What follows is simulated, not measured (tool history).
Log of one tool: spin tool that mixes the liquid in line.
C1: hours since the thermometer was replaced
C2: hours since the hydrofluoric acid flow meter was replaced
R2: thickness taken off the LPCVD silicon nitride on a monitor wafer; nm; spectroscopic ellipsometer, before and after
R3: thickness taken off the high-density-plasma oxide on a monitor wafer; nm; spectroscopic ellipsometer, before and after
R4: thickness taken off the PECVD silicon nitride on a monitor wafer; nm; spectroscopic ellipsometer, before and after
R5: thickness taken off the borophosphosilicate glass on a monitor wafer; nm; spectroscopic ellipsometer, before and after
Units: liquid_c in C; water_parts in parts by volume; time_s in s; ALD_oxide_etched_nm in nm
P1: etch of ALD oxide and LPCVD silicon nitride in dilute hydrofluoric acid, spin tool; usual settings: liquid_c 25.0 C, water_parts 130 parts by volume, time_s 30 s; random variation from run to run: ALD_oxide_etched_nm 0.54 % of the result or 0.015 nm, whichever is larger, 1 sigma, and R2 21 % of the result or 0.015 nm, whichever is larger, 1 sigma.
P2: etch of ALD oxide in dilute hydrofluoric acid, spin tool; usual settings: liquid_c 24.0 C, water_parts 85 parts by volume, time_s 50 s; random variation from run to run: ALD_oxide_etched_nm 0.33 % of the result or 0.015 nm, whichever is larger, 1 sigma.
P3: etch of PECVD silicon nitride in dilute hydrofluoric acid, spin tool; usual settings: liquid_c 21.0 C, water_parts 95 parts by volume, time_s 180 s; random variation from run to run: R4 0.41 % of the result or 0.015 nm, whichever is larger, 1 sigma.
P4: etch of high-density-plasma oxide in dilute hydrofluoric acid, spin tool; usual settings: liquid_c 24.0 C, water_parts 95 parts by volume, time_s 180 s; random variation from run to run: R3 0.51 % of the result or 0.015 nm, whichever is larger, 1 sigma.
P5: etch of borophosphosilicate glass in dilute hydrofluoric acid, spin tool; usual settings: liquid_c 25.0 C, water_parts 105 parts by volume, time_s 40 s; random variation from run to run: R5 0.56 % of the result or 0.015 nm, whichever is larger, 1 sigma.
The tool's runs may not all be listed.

run 1 hour=6.9 | process=P1 liquid_c=25.0 water_parts=130 time_s=30 | C1=1406.4 C2=196.9 | ALD_oxide_etched_nm=7.5205 R2=0.107670
run 2 hour=14.0 | process=P2 liquid_c=29.5 water_parts=85 time_s=50 | C1=1413.5 C2=204.0 | ALD_oxide_etched_nm=12.4790
run 3 hour=19.9 | process=P4 liquid_c=24.0 water_parts=95 time_s=180 | C1=1419.4 C2=209.9 | R3=11.9180
run 4 hour=24.0 | process=P2 liquid_c=24.0 water_parts=25 time_s=50 | C1=1423.5 C2=214.0 | ALD_oxide_etched_nm=36.7540
run 5 hour=29.6 | process=P1 liquid_c=25.0 water_parts=130 time_s=30 | C1=1429.1 C2=219.6 | ALD_oxide_etched_nm=7.5424 R2=0.076757
run 6 hour=35.2 | process=P3 liquid_c=21.0 water_parts=135 time_s=180 | C1=1434.7 C2=225.2 | R4=4.1415
run 7 hour=43.2 | process=P1 liquid_c=25.0 water_parts=60 time_s=30 | C1=1442.7 C2=233.2 | ALD_oxide_etched_nm=18.0510 R2=0.296880
run 8 hour=49.7 | process=P4 liquid_c=24.0 water_parts=95 time_s=180 | C1=1449.2 C2=239.7 | R3=11.9190
run 9 hour=54.1 | process=P2 liquid_c=24.0 water_parts=85 time_s=20 | C1=1453.6 C2=244.1 | ALD_oxide_etched_nm=4.0177
run 10 hour=62.2 | process=P5 liquid_c=25.0 water_parts=105 time_s=70 | C1=1461.7 C2=252.2 | R5=33.141
run 11 hour=66.5 | process=P5 liquid_c=18.0 water_parts=105 time_s=40 | C1=1466.0 C2=256.5 | R5=14.262
run 12 hour=72.2 | process=P1 liquid_c=25.0 water_parts=130 time_s=30 | C1=1471.7 C2=262.2 | ALD_oxide_etched_nm=7.5445 R2=0.123470
run 13 hour=76.5 | process=P1 liquid_c=25.0 water_parts=130 time_s=60 | C1=1476.0 C2=266.5 | ALD_oxide_etched_nm=15.1850 R2=0.287560
run 14 hour=81.5 | process=P1 liquid_c=29.5 water_parts=40 time_s=30 | C1=1481.0 C2=271.5 | ALD_oxide_etched_nm=33.3500 R2=0.477620
run 15 hour=87.1 | process=P1 liquid_c=29.0 water_parts=130 time_s=30 | C1=1486.6 C2=277.1 | ALD_oxide_etched_nm=8.9083 R2=0.076141
run 16 hour=95.5 | process=P3 liquid_c=21.0 water_parts=95 time_s=180 | C1=1495.0 C2=285.5 | R4=5.8854
-- hour=97.7 thermometer replaced
run 17 hour=103.7 | process=P1 liquid_c=25.0 water_parts=130 time_s=30 | C1=6.0 C2=293.7 | ALD_oxide_etched_nm=7.5688 R2=0.063510
run 18 hour=108.9 | process=P1 liquid_c=25.0 water_parts=130 time_s=15 | C1=11.2 C2=298.9 | ALD_oxide_etched_nm=3.7824 R2=0.074341
run 19 hour=113.2 | process=P2 liquid_c=24.0 water_parts=85 time_s=50 | C1=15.5 C2=303.2 | ALD_oxide_etched_nm=10.0380
run 20 hour=121.4 | process=P3 liquid_c=21.0 water_parts=95 time_s=180 | C1=23.7 C2=311.4 | R4=5.9067
run 21 hour=128.6 | process=P4 liquid_c=24.0 water_parts=165 time_s=180 | C1=30.9 C2=318.6 | R3=6.3301
run 22 hour=135.3 | process=P3 liquid_c=17.0 water_parts=95 time_s=180 | C1=37.6 C2=325.3 | R4=4.4631
run 23 hour=140.7 | process=P3 liquid_c=21.0 water_parts=95 time_s=70 | C1=43.0 C2=330.7 | R4=2.2999
run 24 hour=144.7 | process=P5 liquid_c=25.0 water_parts=155 time_s=40 | C1=47.0 C2=334.7 | R5=12.021
run 25 hour=150.4 | process=P5 liquid_c=25.0 water_parts=105 time_s=40 | C1=52.7 C2=340.4 | R5=18.919
run 26 hour=154.6 | process=P5 liquid_c=25.0 water_parts=105 time_s=40 | C1=56.9 C2=344.6 | R5=19.039
run 27 hour=160.5 | process=P1 liquid_c=25.0 water_parts=130 time_s=30 | C1=62.8 C2=350.5 | ALD_oxide_etched_nm=7.6247 R2=0.110900
run 28 hour=168.9 | process=P4 liquid_c=24.0 water_parts=95 time_s=65 | C1=71.2 C2=358.9 | R3=4.2495
run 29 hour=177.4 | process=P1 liquid_c=18.0 water_parts=130 time_s=30 | C1=79.7 C2=367.4 | ALD_oxide_etched_nm=5.7668 R2=0.064391
run 30 hour=185.0 | process=P4 liquid_c=17.5 water_parts=95 time_s=180 | C1=87.3 C2=375.0 | R3=9.1132
run 31 hour=190.8 | process=P1 liquid_c=25.0 water_parts=180 time_s=30 | C1=93.1 C2=380.8 | ALD_oxide_etched_nm=5.1864 R2=0.101590
run 32 hour=199.1 | process=P1 liquid_c=25.0 water_parts=130 time_s=30 | C1=101.4 C2=389.1 | ALD_oxide_etched_nm=7.5827 R2=0.142010
run 33 hour=207.7 | process=P1 liquid_c=25.0 water_parts=130 time_s=30 | C1=110.0 C2=397.7 | ALD_oxide_etched_nm=7.4022 R2=0.135100
run 34 hour=214.1 | process=P1 liquid_c=25.0 water_parts=130 time_s=30 | C1=116.4 C2=404.1 | ALD_oxide_etched_nm=7.2741 R2=0.125770
run 35 hour=218.4 | process=P1 liquid_c=25.0 water_parts=130 time_s=30 | C1=120.7 C2=408.4 | ALD_oxide_etched_nm=7.2025 R2=0.100860
run 36 hour=226.6 | process=P1 liquid_c=25.0 water_parts=130 time_s=30 | C1=128.9 C2=416.6 | ALD_oxide_etched_nm=7.0913 R2=0.119070
run 37 hour=233.0 | process=P1 liquid_c=25.0 water_parts=130 time_s=30 | C1=135.3 C2=423.0 | ALD_oxide_etched_nm=7.0843 R2=0.103430
run 38 hour=238.0 | process=P1 liquid_c=25.0 water_parts=130 time_s=30 | C1=140.3 C2=428.0 | ALD_oxide_etched_nm=7.0641 R2=0.079790
run 39 hour=245.8 | process=P1 liquid_c=25.0 water_parts=130 time_s=30 | C1=148.1 C2=435.8 | ALD_oxide_etched_nm=7.0877 R2=0.115530
run 40 hour=250.0 | process=P1 liquid_c=25.0 water_parts=130 time_s=30 | C1=152.3 C2=440.0 | ALD_oxide_etched_nm=7.0156 R2=0.123890
run 41 hour=254.2 | process=P1 liquid_c=25.0 water_parts=130 time_s=30 | C1=156.5 C2=444.2 | ALD_oxide_etched_nm=7.0927 R2=0.072934
run 42 hour=263.1 | process=P1 liquid_c=25.0 water_parts=130 time_s=30 | C1=165.4 C2=453.1 | ALD_oxide_etched_nm=6.9878 R2=0.090227
run 43 hour=268.5 | process=P1 liquid_c=25.0 water_parts=130 time_s=30 | C1=170.8 C2=458.5 | ALD_oxide_etched_nm=6.9499 R2=0.132670

What P1 gives has crept away from where it was. These 2 causes fit the log equally well, each at the size given:
A: liquid colder than its thermometer reads (K) = 2.23
B: hydrofluoric acid flow below the setpoint (%) = 7.17
The creep began at about hour 199.1.

4 check runs are offered, one wafer each, their results left as question marks. Which one tells the causes apart?
run check 1 hour=273.9 | process=P4 liquid_c=24.0 water_parts=95 time_s=180 | R3=?
run check 2 hour=273.9 | process=P3 liquid_c=21.0 water_parts=95 time_s=180 | R4=?
run check 3 hour=273.9 | process=P5 liquid_c=25.0 water_parts=105 time_s=40 | R5=?
run check 4 hour=273.9 | process=P2 liquid_c=24.0 water_parts=85 time_s=50 | ALD_oxide_etched_nm=?

What each check would give under each cause:
check=check_1 result=R3 if_A=10.8300 if_B=10.8970
check=check_2 result=R4 if_A=5.0630 if_B=5.4815
check=check_3 result=R5 if_A=17.370 if_B=17.433
check=check_4 result=ALD_oxide_etched_nm if_A=9.1727 if_B=9.2420
How far apart the two closest causes lie, in the result that separates them most: check 1 0.61 %; check 2 7.94 %; check 3 0.37 %; check 4 0.75 %
Only check 2 tells the causes apart: in the others they would give nearly the same result.

Check 2 was then run and gave: R4 5.0347 nm. Which cause is it?

It is A: liquid colder than its thermometer reads (K).

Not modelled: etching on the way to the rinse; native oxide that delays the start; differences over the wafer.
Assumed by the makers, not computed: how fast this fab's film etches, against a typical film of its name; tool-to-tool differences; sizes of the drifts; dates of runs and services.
